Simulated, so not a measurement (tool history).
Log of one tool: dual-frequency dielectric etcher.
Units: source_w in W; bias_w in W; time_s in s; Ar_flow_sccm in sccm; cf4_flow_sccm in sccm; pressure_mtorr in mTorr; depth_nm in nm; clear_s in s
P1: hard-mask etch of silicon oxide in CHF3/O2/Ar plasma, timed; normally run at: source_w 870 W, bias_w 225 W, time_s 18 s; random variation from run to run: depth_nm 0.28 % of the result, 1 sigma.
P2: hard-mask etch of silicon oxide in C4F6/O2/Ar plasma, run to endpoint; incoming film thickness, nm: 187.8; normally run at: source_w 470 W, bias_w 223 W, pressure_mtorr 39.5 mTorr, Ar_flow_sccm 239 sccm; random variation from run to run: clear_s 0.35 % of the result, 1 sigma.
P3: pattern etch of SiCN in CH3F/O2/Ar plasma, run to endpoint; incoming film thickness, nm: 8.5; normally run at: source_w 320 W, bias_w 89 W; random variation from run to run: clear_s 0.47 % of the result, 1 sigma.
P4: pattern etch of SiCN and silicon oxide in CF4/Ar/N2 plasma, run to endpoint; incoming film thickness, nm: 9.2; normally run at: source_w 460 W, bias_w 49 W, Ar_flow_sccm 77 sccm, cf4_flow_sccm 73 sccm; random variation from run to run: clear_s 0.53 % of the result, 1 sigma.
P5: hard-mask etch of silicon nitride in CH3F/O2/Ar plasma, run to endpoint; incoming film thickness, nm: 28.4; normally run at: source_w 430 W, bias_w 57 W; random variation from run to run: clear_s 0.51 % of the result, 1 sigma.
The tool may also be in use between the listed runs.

run     day  process  source_w  bias_w  time_s  Ar_flow_sccm  cf4_flow_sccm  pressure_mtorr  depth_nm  clear_s
  1   0.429       P1       870     225      18                                                 43.787
  2   0.867       P3       320      89                                                                  22.709
  3   1.183       P1       620     225    25.5                                                 54.721
  4   1.758       P1       670     225      18                                                 39.702
  5   2.375       P4       300      49                    77             73                             16.452
  6   2.888       P1       870     137      18                                                 37.221
  7    3.25       P1       870     225      18                                                 43.735
  8   3.538       P5       430      57                                                                  42.713
  9   3.979       P2       470     223                   151                           39.5             50.394
 10    4.35       P4       460      49                    51             73                             10.518
 11   4.967       P1       640     154      18                                                 34.357
 12   5.262       P2       470     155                   239                           39.5             58.987
 13   5.767       P4       460      31                    77             73                             12.755
 14   6.233       P5       530      57                                                                  39.484
 15    6.85       P4       460      49                    77             88                             10.893
 16   7.371       P2       470     223                   239                           39.5             52.648
 17   7.733       P2       620     223                   239                           39.5             47.264
 18   8.317       P4       460      49                    77             73                             11.131
 19   8.675       P3       250      89                                                                  24.781
 20   9.258       P3       320      55                                                                  27.073
 21   9.771       P5       430      70                                                                  40.174
 22  10.396       P1      1050     225      18                                                 47.064
 23  10.933       P2       470     223                   239                           39.5              52.72
 24  11.538       P3       320      89                                                                  22.782
 25  11.904       P5       430      57                                                                  42.569
 26  12.288       P1       870     297      18                                                 48.287
 27  12.821       P1       870     225      18                                                 43.792
 28  13.225       P1       870     225      13                                                 31.614
 29  13.833       P1       870     225      18                                                 43.633
 30  14.458       P1       870     294      11                                                 29.594
 31  14.988       P1       870     225      27                                                  65.67
 32  15.371       P1       870     225      18                                                 43.849
 33  15.654       P2       470     223                   239                             49             54.094
 34  16.275       P1       870     225      18                                                 43.737
 35  16.892       P1       870     225      18                                                 43.699
 36  17.342       P1       870     225      18                                                 43.484
 37    17.9       P1       870     225      18                                                 43.408
     18.342  -- wet clean of the chamber
 38  18.504       P1       870     225      18                                                  43.03
 39  19.096       P1       870     225      18                                                 43.168
 40  19.633       P1       870     225      18                                                 43.302
 41  19.971       P1       870     225      18                                                   43.2

What P1 gives has crept away from where it was. These 2 causes fit the log equally well, each at the size given:
A: bias power that arrives under what is set, % = 3.97
B: source power that arrives under what is set, % = 3.57
The creep began at about day 16.275.
Why every other cause is out:
chamber walls in a state that lowers the etch rate, %: serviced at day 18.342, which brought nothing back

4 check runs are offered, each on 5 wafers whose results are averaged, their results left as question marks. Which one tells the causes apart?
check 1  20.308       P3       320      89                                                                       ?
check 2  20.308       P4       460      49                    77             73                                  ?
check 3  20.308       P2       470     223                   239                           39.5                  ?
check 4  20.308       P5       430      57                                                                       ?

What each check would give under each cause:
  check   result    if A    if B
check 1  clear_s  23.148  23.109
check 2  clear_s   11.33  11.569
check 3  clear_s  53.354  53.399
check 4  clear_s  43.574   43.62
How far apart the two closest causes lie, in the result that separates them most: check 1 0.17 %; check 2 2.08 %; check 3 0.08 %; check 4 0.11 %
Only check 2 tells the causes apart: in the others they would give nearly the same result.

Check 2 was then run and gave: clear_s 11.28 s. Which cause is it?

It is A: bias power that arrives under what is set, %.

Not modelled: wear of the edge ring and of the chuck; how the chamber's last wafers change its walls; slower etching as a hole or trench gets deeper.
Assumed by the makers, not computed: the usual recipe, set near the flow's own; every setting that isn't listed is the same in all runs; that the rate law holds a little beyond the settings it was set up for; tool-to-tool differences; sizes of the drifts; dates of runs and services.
